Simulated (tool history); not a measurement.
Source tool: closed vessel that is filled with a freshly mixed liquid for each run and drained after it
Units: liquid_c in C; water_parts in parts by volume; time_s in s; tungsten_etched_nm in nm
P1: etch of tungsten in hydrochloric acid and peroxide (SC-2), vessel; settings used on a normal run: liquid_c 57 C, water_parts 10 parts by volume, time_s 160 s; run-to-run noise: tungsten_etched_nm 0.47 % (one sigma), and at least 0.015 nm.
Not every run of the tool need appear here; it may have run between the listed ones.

run	day	liquid_c	water_parts	time_s	tungsten_etched_nm
1	0.117	57	10	160	37.975
2	0.3	57	10	160	38.127
3	0.425	57	4	160	76.883
4	0.575	57	10	160	38.421
5	0.675	57	4	300	142.53
6	0.888	42.5	10	295	26.593
7	1.108	64	6.5	160	83.363
8	1.321	57	10	160	38.377
9	1.471	57	10	160	37.855
10	1.654	69	10	160	80.063
11	1.812	57	10	30	7.1173
12	1.912	57	10	280	66.736

Estimate the outcome of run 13 from the log above:
13	2.071	57	18.5	160	?

{"run 13": {"tungsten_etched_nm": 22.521}}

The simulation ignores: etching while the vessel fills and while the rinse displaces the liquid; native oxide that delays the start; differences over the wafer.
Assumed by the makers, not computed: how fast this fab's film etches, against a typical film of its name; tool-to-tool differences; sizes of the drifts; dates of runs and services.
